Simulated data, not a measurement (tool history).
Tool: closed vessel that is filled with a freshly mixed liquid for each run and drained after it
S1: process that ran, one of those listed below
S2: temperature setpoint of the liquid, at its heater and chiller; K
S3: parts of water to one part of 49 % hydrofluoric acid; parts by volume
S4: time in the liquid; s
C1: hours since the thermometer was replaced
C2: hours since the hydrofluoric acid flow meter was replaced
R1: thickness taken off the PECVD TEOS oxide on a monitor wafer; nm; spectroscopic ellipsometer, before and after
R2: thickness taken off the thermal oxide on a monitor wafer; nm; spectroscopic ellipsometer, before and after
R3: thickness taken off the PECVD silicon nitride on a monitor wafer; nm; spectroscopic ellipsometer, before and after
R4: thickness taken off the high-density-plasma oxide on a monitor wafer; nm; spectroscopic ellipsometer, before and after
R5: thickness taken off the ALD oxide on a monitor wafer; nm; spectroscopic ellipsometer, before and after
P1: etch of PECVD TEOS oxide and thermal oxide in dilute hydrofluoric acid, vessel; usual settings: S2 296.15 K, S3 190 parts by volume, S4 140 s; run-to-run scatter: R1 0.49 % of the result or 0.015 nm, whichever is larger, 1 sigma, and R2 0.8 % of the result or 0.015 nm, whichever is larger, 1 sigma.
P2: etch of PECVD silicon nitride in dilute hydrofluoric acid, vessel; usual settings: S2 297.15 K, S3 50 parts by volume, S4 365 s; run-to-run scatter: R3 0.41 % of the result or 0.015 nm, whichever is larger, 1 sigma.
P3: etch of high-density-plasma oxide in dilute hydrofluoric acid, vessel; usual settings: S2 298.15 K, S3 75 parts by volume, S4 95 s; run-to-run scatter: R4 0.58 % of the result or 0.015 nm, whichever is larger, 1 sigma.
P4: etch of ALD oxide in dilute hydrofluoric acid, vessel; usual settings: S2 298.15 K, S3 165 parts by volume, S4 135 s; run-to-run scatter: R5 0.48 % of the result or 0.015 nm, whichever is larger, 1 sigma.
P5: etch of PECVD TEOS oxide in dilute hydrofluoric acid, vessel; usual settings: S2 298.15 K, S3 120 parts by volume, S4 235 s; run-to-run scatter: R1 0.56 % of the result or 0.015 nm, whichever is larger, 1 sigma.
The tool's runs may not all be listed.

run   hour  S1      S2   S3   S4     C1     C2      R1       R2      R3      R4      R5
  1    9.7  P1  296.15  190  140  173.7  318.6  16.348   3.0857
  2   22.4  P1  296.15  190  140  186.4  331.3  16.214   3.1255
  3   28.7  P2  303.65   50  365  192.7  337.6                   40.439
  4   41.5  P1  296.15  340   30  205.5  350.4  1.6394  0.30859
  5   51.6  P1  296.15  190  275  215.6  360.5    31.8   6.0453
  6   62.8  P2  297.15   20  365  226.8  371.7                   63.808
  7   68.3  P2  297.15   50  365  232.3  377.2                   26.067
  8   76.3  P3  298.15  110   95  240.3  385.2                           6.5294
  9     83  P4  298.15  165   35    247  391.9                                   6.4066
 10   89.2  P1  296.15  190  140  253.2  398.1  16.163   3.1025
 11   98.3  P4  293.65  165  135  262.3  407.2                                    20.85
 12  104.7  P3  294.65   75   95  268.7  413.6                            8.677
 13  116.6  P5  298.15  120  235  280.6  425.5    24.1
 14  124.4  P1  296.15  190  140  288.4  433.3  16.209    3.128
 15  135.3  P1  296.15  190  140  299.3  444.2  16.053   3.1215
 16  144.8  P5  298.15  120   30  308.8  453.7  3.0781
 17  154.2  P2  297.15   50  535  318.2  463.1                   38.669
 18  164.6  P5  290.15  120  235  328.6  473.5  17.388
 19  174.9  P1  303.65  190  140  338.9  483.8  21.342   4.0508
 20  181.3  P3  298.15   75  165  345.3  490.2                           17.242
 21  193.9  P1  296.15  320   80  357.9  502.8  4.8604  0.93322
 22    203  P4  298.15   55  135    367  511.9                                   85.386
 23  215.4  P1  296.15   60  140  379.4  524.3  59.825   11.371
 24  227.2  P1  296.15  280  140  391.2  536.1  10.014   1.9061
 25  232.9  P5  298.15  185  235  396.9  541.8  14.412
 26    242  P1  291.15  190  140    406  550.9  13.359   2.5622
 27  249.8  P3  298.15   75   95  413.8  558.7                           10.038
 28  261.6  P4  298.15  165  135  425.6  570.5                                    24.73
 29  272.5  P1  296.15  190   60  436.5  581.4   6.949   1.3367
 30    284  P1  296.15  190  140    448  592.9  16.133   3.0314
 31  292.7  P1  296.15  190  140  456.7  601.6  16.737   3.2008
 32  305.1  P1  296.15  190  140  469.1    614   17.08   3.3406
 33    315  P1  296.15  190  140    479  623.9  17.366   3.3763
 34  326.1  P1  296.15  190  140  490.1    635   17.57   3.4013

Forecast run 35:
 35  334.4  P1  296.15  190  140  498.4  643.3   ?   ?

{"run 35": {"R1": 17.385, "R2": 3.4174}}

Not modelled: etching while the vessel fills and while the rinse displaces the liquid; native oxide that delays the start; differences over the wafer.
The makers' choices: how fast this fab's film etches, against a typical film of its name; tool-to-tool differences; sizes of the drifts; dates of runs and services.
